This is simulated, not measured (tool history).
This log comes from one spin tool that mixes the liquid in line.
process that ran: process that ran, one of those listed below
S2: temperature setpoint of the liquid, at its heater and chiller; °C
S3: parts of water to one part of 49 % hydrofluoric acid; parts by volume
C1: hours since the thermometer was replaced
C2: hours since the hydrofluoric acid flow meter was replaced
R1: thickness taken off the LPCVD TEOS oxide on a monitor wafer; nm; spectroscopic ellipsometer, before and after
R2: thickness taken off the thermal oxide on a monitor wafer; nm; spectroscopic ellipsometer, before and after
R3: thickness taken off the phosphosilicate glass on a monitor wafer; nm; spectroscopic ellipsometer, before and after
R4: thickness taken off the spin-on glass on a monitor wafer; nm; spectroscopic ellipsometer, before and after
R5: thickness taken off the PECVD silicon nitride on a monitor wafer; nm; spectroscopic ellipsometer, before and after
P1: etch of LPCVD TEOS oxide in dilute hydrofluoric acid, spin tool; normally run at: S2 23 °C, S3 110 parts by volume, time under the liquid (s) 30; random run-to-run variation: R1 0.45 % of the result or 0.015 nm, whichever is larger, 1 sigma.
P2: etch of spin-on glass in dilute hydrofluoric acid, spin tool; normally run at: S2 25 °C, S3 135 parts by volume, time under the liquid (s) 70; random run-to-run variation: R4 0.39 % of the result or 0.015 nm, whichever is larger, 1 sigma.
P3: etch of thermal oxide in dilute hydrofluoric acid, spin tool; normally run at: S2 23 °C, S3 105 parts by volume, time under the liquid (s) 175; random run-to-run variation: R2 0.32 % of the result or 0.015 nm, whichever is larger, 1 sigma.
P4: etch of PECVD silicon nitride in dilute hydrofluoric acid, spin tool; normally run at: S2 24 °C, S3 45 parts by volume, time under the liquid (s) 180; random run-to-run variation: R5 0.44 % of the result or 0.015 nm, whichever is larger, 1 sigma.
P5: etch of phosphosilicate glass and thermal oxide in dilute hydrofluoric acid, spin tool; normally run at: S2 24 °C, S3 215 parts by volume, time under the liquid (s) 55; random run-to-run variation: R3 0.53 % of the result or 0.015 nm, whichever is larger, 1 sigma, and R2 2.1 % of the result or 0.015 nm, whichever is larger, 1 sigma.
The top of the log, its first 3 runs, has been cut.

run 4 hour=45.3 | process_that_ran=P1 S2=23 S3=30 time_under_the_liquid_(s)=30 | C1=924.7 C2=637.8 | R1=30.066
run 5 hour=61.4 | process_that_ran=P5 S2=24 S3=215 time_under_the_liquid_(s)=100 | C1=940.8 C2=653.9 | R2=1.862 R3=43.773
run 6 hour=73.3 | process_that_ran=P2 S2=18.5 S3=135 time_under_the_liquid_(s)=70 | C1=952.7 C2=665.8 | R4=17.328
run 7 hour=90.8 | process_that_ran=P1 S2=23 S3=110 time_under_the_liquid_(s)=15 | C1=970.2 C2=683.3 | R1=3.7069
run 8 hour=105.3 | process_that_ran=P1 S2=23 S3=110 time_under_the_liquid_(s)=30 | C1=984.7 C2=697.8 | R1=7.4612
run 9 hour=117 | process_that_ran=P1 S2=23 S3=185 time_under_the_liquid_(s)=55 | C1=996.4 C2=709.5 | R1=7.4681
run 10 hour=127.7 | process_that_ran=P4 S2=24 S3=70 time_under_the_liquid_(s)=180 | C1=1007.1 C2=720.2 | R5=4.6318
run 11 hour=137.6 | process_that_ran=P1 S2=23 S3=170 time_under_the_liquid_(s)=30 | C1=1017 C2=730.1 | R1=4.5219
run 12 hour=154.6 | process_that_ran=P3 S2=18.5 S3=105 time_under_the_liquid_(s)=175 | C1=1034 C2=747.1 | R2=6.3233
run 13 hour=168.5 | process_that_ran=P1 S2=28.5 S3=110 time_under_the_liquid_(s)=30 | C1=1047.9 C2=761 | R1=9.2085
run 14 hour=185.1 | process_that_ran=P1 S2=23 S3=110 time_under_the_liquid_(s)=30 | C1=1064.5 C2=777.6 | R1=7.4453
run 15 hour=199.5 | process_that_ran=P5 S2=24 S3=375 time_under_the_liquid_(s)=55 | C1=1078.9 C2=792 | R2=0.51206 R3=11.75
run 16 hour=207.9 | process_that_ran=P1 S2=23 S3=110 time_under_the_liquid_(s)=45 | C1=1087.3 C2=800.4 | R1=11.212
run 17 hour=224.1 | process_that_ran=P4 S2=24 S3=45 time_under_the_liquid_(s)=180 | C1=1103.5 C2=816.6 | R5=7.0839
run 18 hour=236.1 | process_that_ran=P3 S2=23 S3=60 time_under_the_liquid_(s)=175 | C1=1115.5 C2=828.6 | R2=13.965
run 19 hour=247.5 | process_that_ran=P3 S2=23 S3=105 time_under_the_liquid_(s)=175 | C1=1126.9 C2=840 | R2=7.59
run 20 hour=256.3 | process_that_ran=P2 S2=25 S3=135 time_under_the_liquid_(s)=70 | C1=1135.7 C2=848.8 | R4=22.582
run 21 hour=273.4 | process_that_ran=P4 S2=24 S3=45 time_under_the_liquid_(s)=350 | C1=1152.8 C2=865.9 | R5=13.801
run 22 hour=290.8 | process_that_ran=P1 S2=17 S3=110 time_under_the_liquid_(s)=30 | C1=1170.2 C2=883.3 | R1=5.7868
run 23 hour=304.5 | process_that_ran=P1 S2=27 S3=110 time_under_the_liquid_(s)=45 | C1=1183.9 C2=897 | R1=13.132
run 24 hour=316.5 | process_that_ran=P2 S2=25 S3=210 time_under_the_liquid_(s)=70 | C1=1195.9 C2=909 | R4=13.232
run 25 hour=325.5 | process_that_ran=P5 S2=28.5 S3=215 time_under_the_liquid_(s)=55 | C1=1204.9 C2=918 | R2=1.2556 R3=28.027
run 26 hour=343.3 | process_that_ran=P5 S2=24 S3=215 time_under_the_liquid_(s)=55 | C1=1222.7 C2=935.8 | R2=1.0221 R3=23.745

Run 27, settings as shown, results not yet in. Your forecast:
run 27 hour=359.4 | process_that_ran=P3 S2=23 S3=105 time_under_the_liquid_(s)=175 | C1=1238.8 C2=951.9 | R2=?

{"run 27": {"R2": 7.5635}}
